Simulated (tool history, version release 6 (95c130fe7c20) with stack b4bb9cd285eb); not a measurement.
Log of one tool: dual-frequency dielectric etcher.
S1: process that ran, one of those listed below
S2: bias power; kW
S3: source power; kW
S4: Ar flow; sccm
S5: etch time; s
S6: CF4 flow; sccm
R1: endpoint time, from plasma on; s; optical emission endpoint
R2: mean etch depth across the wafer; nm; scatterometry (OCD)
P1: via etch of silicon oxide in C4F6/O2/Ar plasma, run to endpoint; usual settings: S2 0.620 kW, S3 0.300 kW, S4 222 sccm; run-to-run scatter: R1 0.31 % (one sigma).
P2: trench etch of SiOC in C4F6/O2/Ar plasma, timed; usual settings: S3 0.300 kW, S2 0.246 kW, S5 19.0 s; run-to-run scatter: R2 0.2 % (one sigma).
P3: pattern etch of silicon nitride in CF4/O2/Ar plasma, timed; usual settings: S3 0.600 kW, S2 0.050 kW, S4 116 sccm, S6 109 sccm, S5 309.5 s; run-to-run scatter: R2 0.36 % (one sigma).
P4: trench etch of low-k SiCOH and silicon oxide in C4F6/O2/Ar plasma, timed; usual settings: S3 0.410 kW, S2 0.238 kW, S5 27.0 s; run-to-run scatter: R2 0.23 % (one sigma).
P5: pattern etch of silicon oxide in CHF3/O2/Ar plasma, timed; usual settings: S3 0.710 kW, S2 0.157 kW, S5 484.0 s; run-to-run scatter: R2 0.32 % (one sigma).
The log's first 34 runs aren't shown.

Run 35, hour 263.6: S1 P1, S2 0.620 kW, S3 0.300 kW, S4 222 sccm. Result: R1 44.917 s.
Run 36, hour 269.7: S1 P1, S2 0.620 kW, S3 0.300 kW, S4 222 sccm. Result: R1 45.157 s.
Run 37, hour 278.3: S1 P1, S2 0.620 kW, S3 0.300 kW, S4 222 sccm. Result: R1 45.293 s.
Run 38, hour 283.7: S1 P1, S2 0.620 kW, S3 0.300 kW, S4 222 sccm. Result: R1 45.268 s.
Run 39, hour 291.6: S1 P1, S2 0.620 kW, S3 0.300 kW, S4 222 sccm. Result: R1 45.392 s.
At hour 292.3: wet clean of the chamber.
At hour 295.3: Ar flow controller replaced.
Run 40, hour 298.2: S1 P1, S2 0.620 kW, S3 0.300 kW, S4 222 sccm. Result: R1 45.441 s.
Run 41, hour 305.0: S1 P1, S2 0.620 kW, S3 0.300 kW, S4 222 sccm. Result: R1 45.519 s.
Run 42, hour 312.1: S1 P1, S2 0.620 kW, S3 0.300 kW, S4 222 sccm. Result: R1 45.308 s.

Forecast run 43:
Run 43, hour 320.2: S1 P1, S2 0.620 kW, S3 0.300 kW, S4 222 sccm. Result: R1 ?.

{"run 43": {"R1": 45.573}}
